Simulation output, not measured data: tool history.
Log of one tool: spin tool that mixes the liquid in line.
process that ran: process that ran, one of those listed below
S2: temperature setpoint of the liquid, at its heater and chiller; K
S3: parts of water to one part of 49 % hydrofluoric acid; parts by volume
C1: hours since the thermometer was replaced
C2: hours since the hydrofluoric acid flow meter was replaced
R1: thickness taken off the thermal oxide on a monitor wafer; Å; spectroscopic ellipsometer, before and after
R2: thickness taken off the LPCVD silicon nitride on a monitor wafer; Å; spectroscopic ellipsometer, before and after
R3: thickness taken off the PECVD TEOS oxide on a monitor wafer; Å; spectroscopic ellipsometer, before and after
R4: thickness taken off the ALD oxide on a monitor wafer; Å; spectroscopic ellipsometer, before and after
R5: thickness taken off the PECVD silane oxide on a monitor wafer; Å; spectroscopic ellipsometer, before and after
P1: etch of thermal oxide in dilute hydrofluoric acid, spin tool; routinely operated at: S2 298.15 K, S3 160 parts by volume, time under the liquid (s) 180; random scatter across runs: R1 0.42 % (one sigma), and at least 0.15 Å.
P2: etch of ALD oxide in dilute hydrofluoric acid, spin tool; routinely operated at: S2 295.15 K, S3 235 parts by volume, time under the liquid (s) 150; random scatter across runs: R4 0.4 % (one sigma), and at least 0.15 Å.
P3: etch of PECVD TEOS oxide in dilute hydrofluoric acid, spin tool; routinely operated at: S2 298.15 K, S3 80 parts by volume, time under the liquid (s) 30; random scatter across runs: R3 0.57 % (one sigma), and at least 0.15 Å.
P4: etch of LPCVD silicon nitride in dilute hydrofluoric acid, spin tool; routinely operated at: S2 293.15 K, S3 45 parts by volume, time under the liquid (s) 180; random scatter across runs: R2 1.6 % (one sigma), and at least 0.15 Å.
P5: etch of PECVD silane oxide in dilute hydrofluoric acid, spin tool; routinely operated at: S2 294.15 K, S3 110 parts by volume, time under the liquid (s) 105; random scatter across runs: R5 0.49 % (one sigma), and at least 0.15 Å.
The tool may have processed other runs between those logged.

{"run": 1, "hour": 11.1, "process that ran": "P1", "S2": 298.15, "S3": 160, "time under the liquid (s)": 180, "C1": 2187.6, "C2": 391.1, "R1": 53.356}
{"run": 2, "hour": 20.0, "process that ran": "P1", "S2": 298.15, "S3": 55, "time under the liquid (s)": 180, "C1": 2196.5, "C2": 400, "R1": 177.56}
{"run": 3, "hour": 38.2, "process that ran": "P4", "S2": 301.15, "S3": 45, "time under the liquid (s)": 180, "C1": 2214.7, "C2": 418.2, "R2": 24.131}
{"run": 4, "hour": 54.4, "process that ran": "P3", "S2": 298.15, "S3": 80, "time under the liquid (s)": 15, "C1": 2230.9, "C2": 434.4, "R3": 45.508}
{"run": 5, "hour": 66.7, "process that ran": "P4", "S2": 293.15, "S3": 70, "time under the liquid (s)": 180, "C1": 2243.2, "C2": 446.7, "R2": 9.1808}
{"run": 6, "hour": 78.0, "process that ran": "P3", "S2": 298.15, "S3": 80, "time under the liquid (s)": 30, "C1": 2254.5, "C2": 458, "R3": 91.478}
{"run": 7, "hour": 88.7, "process that ran": "P1", "S2": 298.15, "S3": 160, "time under the liquid (s)": 320, "C1": 2265.2, "C2": 468.7, "R1": 95.934}
{"run": 8, "hour": 104.9, "process that ran": "P3", "S2": 298.15, "S3": 135, "time under the liquid (s)": 30, "C1": 2281.4, "C2": 484.9, "R3": 50.308}
{"run": 9, "hour": 120.6, "process that ran": "P2", "S2": 295.15, "S3": 85, "time under the liquid (s)": 150, "C1": 2297.1, "C2": 500.6, "R4": 321.67}
{"run": 10, "hour": 132.7, "process that ran": "P4", "S2": 293.15, "S3": 45, "time under the liquid (s)": 180, "C1": 2309.2, "C2": 512.7, "R2": 13.677}
{"run": 11, "hour": 147.1, "process that ran": "P1", "S2": 304.65, "S3": 160, "time under the liquid (s)": 45, "C1": 2323.6, "C2": 527.1, "R1": 16.792}
{"run": 12, "hour": 163.2, "process that ran": "P2", "S2": 295.15, "S3": 235, "time under the liquid (s)": 150, "C1": 2339.7, "C2": 543.2, "R4": 98.559}
{"run": 13, "hour": 174.0, "process that ran": "P4", "S2": 293.15, "S3": 45, "time under the liquid (s)": 360, "C1": 2350.5, "C2": 554, "R2": 28.291}
{"run": 14, "hour": 184.1, "process that ran": "P1", "S2": 298.15, "S3": 55, "time under the liquid (s)": 20, "C1": 2360.6, "C2": 564.1, "R1": 19.786}
{"run": 15, "hour": 192.9, "process that ran": "P1", "S2": 304.65, "S3": 160, "time under the liquid (s)": 180, "C1": 2369.4, "C2": 572.9, "R1": 67.634}
{"run": 16, "hour": 203.0, "process that ran": "P2", "S2": 295.15, "S3": 235, "time under the liquid (s)": 150, "C1": 2379.5, "C2": 583, "R4": 98.79}
{"run": 17, "hour": 212.9, "process that ran": "P1", "S2": 298.15, "S3": 85, "time under the liquid (s)": 60, "C1": 2389.4, "C2": 592.9, "R1": 36.829}
{"run": 18, "hour": 230.0, "process that ran": "P5", "S2": 294.15, "S3": 110, "time under the liquid (s)": 105, "C1": 2406.5, "C2": 610, "R5": 376.97}
{"run": 19, "hour": 240.5, "process that ran": "P2", "S2": 290.15, "S3": 235, "time under the liquid (s)": 150, "C1": 2417, "C2": 620.5, "R4": 82.385}
{"run": 20, "hour": 253.0, "process that ran": "P2", "S2": 295.15, "S3": 235, "time under the liquid (s)": 295, "C1": 2429.5, "C2": 633, "R4": 195.09}
{"hour": 261.9, "done": "hydrofluoric acid flow meter replaced"}
{"run": 21, "hour": 270.2, "process that ran": "P1", "S2": 298.15, "S3": 160, "time under the liquid (s)": 180, "C1": 2446.7, "C2": 8.4, "R1": 53.677}
{"run": 22, "hour": 287.5, "process that ran": "P1", "S2": 298.15, "S3": 160, "time under the liquid (s)": 180, "C1": 2464, "C2": 25.7, "R1": 53.531}
{"run": 23, "hour": 297.7, "process that ran": "P1", "S2": 298.15, "S3": 160, "time under the liquid (s)": 180, "C1": 2474.2, "C2": 35.9, "R1": 53.076}
{"run": 24, "hour": 315.2, "process that ran": "P5", "S2": 290.15, "S3": 110, "time under the liquid (s)": 105, "C1": 2491.7, "C2": 53.4, "R5": 322.01}
{"run": 25, "hour": 330.2, "process that ran": "P1", "S2": 298.15, "S3": 290, "time under the liquid (s)": 180, "C1": 2506.7, "C2": 68.4, "R1": 25.378}
{"run": 26, "hour": 348.2, "process that ran": "P5", "S2": 294.15, "S3": 110, "time under the liquid (s)": 150, "C1": 2524.7, "C2": 86.4, "R5": 540.82}
{"run": 27, "hour": 363.7, "process that ran": "P3", "S2": 305.65, "S3": 80, "time under the liquid (s)": 30, "C1": 2540.2, "C2": 101.9, "R3": 120.95}
{"run": 28, "hour": 371.7, "process that ran": "P1", "S2": 298.15, "S3": 160, "time under the liquid (s)": 60, "C1": 2548.2, "C2": 109.9, "R1": 18.114}
{"run": 29, "hour": 382.8, "process that ran": "P1", "S2": 291.15, "S3": 160, "time under the liquid (s)": 180, "C1": 2559.3, "C2": 121, "R1": 40.498}
{"run": 30, "hour": 395.6, "process that ran": "P5", "S2": 294.15, "S3": 110, "time under the liquid (s)": 105, "C1": 2572.1, "C2": 133.8, "R5": 379.4}
{"run": 31, "hour": 405.5, "process that ran": "P5", "S2": 294.15, "S3": 200, "time under the liquid (s)": 105, "C1": 2582, "C2": 143.7, "R5": 189.74}
{"run": 32, "hour": 421.0, "process that ran": "P1", "S2": 298.15, "S3": 160, "time under the liquid (s)": 180, "C1": 2597.5, "C2": 159.2, "R1": 53.29}
{"run": 33, "hour": 435.6, "process that ran": "P1", "S2": 298.15, "S3": 160, "time under the liquid (s)": 180, "C1": 2612.1, "C2": 173.8, "R1": 51.763}
{"run": 34, "hour": 447.1, "process that ran": "P1", "S2": 298.15, "S3": 160, "time under the liquid (s)": 180, "C1": 2623.6, "C2": 185.3, "R1": 51.193}
{"run": 35, "hour": 456.7, "process that ran": "P1", "S2": 298.15, "S3": 160, "time under the liquid (s)": 180, "C1": 2633.2, "C2": 194.9, "R1": 50.269}

Estimate the outcome of run 36 from the log above:
{"run": 36, "hour": 470.6, "process that ran": "P1", "S2": 298.15, "S3": 160, "time under the liquid (s)": 180, "C1": 2647.1, "C2": 208.8, "R1": "?"}

R1: 49.846 Å

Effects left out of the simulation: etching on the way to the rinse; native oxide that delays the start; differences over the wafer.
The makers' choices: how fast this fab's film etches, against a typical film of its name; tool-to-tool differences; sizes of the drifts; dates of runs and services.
